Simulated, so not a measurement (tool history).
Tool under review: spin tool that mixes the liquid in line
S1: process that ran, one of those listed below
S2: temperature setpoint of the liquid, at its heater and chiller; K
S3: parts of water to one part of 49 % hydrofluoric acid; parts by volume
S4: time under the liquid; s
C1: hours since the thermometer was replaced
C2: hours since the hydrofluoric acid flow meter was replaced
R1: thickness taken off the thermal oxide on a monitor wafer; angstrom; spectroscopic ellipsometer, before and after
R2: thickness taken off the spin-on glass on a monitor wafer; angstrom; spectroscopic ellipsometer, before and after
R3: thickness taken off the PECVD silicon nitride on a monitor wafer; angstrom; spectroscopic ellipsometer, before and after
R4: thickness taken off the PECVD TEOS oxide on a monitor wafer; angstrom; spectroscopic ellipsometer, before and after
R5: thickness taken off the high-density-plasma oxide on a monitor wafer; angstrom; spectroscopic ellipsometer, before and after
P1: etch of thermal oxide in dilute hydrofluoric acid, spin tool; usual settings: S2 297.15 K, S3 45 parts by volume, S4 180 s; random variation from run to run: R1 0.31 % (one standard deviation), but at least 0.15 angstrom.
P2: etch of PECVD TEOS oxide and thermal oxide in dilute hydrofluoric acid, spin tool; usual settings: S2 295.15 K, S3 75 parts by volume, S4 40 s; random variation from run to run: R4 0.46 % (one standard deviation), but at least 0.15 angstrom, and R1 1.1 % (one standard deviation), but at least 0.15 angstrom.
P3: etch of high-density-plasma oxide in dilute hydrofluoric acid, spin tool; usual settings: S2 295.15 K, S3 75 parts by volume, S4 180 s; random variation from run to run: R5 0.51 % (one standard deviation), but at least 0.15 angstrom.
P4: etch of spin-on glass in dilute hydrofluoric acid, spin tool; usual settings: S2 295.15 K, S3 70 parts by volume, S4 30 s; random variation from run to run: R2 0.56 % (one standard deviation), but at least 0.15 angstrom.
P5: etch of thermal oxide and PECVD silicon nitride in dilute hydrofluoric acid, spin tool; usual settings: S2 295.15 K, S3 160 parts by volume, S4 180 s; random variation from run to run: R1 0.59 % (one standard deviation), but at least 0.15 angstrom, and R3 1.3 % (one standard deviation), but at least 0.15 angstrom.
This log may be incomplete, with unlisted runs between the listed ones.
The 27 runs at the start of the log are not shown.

{"run": 28, "day": 8.379, "S1": "P1", "S2": 292.15, "S3": 30, "S4": 180, "C1": 1572.4, "C2": 90.8, "R1": 250.88}
{"run": 29, "day": 8.683, "S1": "P4", "S2": 295.15, "S3": 70, "S4": 15, "C1": 1579.7, "C2": 98.1, "R2": 54.403}
{"run": 30, "day": 9.075, "S1": "P3", "S2": 299.15, "S3": 75, "S4": 180, "C1": 1589.1, "C2": 107.5, "R5": 136.24}
{"run": 31, "day": 9.417, "S1": "P4", "S2": 295.15, "S3": 70, "S4": 30, "C1": 1597.3, "C2": 115.7, "R2": 109.58}
{"run": 32, "day": 9.817, "S1": "P1", "S2": 297.15, "S3": 45, "S4": 180, "C1": 1606.9, "C2": 125.3, "R1": 204.17}
{"run": 33, "day": 10.071, "S1": "P4", "S2": 295.15, "S3": 115, "S4": 30, "C1": 1613, "C2": 131.4, "R2": 62.725}
{"run": 34, "day": 10.342, "S1": "P1", "S2": 297.15, "S3": 45, "S4": 180, "C1": 1619.5, "C2": 137.9, "R1": 202.77}
{"run": 35, "day": 10.588, "S1": "P1", "S2": 297.15, "S3": 45, "S4": 180, "C1": 1625.4, "C2": 143.8, "R1": 202.11}
{"run": 36, "day": 10.783, "S1": "P1", "S2": 297.15, "S3": 45, "S4": 180, "C1": 1630.1, "C2": 148.5, "R1": 198.79}
{"run": 37, "day": 11.167, "S1": "P1", "S2": 297.15, "S3": 45, "S4": 180, "C1": 1639.3, "C2": 157.7, "R1": 194.66}
{"run": 38, "day": 11.538, "S1": "P1", "S2": 297.15, "S3": 45, "S4": 180, "C1": 1648.2, "C2": 166.6, "R1": 190.61}
{"run": 39, "day": 11.8, "S1": "P1", "S2": 297.15, "S3": 45, "S4": 180, "C1": 1654.5, "C2": 172.9, "R1": 191.72}
{"run": 40, "day": 12.038, "S1": "P1", "S2": 297.15, "S3": 45, "S4": 180, "C1": 1660.2, "C2": 178.6, "R1": 190.34}
{"run": 41, "day": 12.425, "S1": "P1", "S2": 297.15, "S3": 45, "S4": 180, "C1": 1669.5, "C2": 187.9, "R1": 188.12}

Run 42 comes next. What will it give?
{"run": 42, "day": 12.825, "S1": "P1", "S2": 297.15, "S3": 45, "S4": 180, "C1": 1679.1, "C2": 197.5, "R1": "?"}

Logged for run 42: R1 187.7 angstrom.
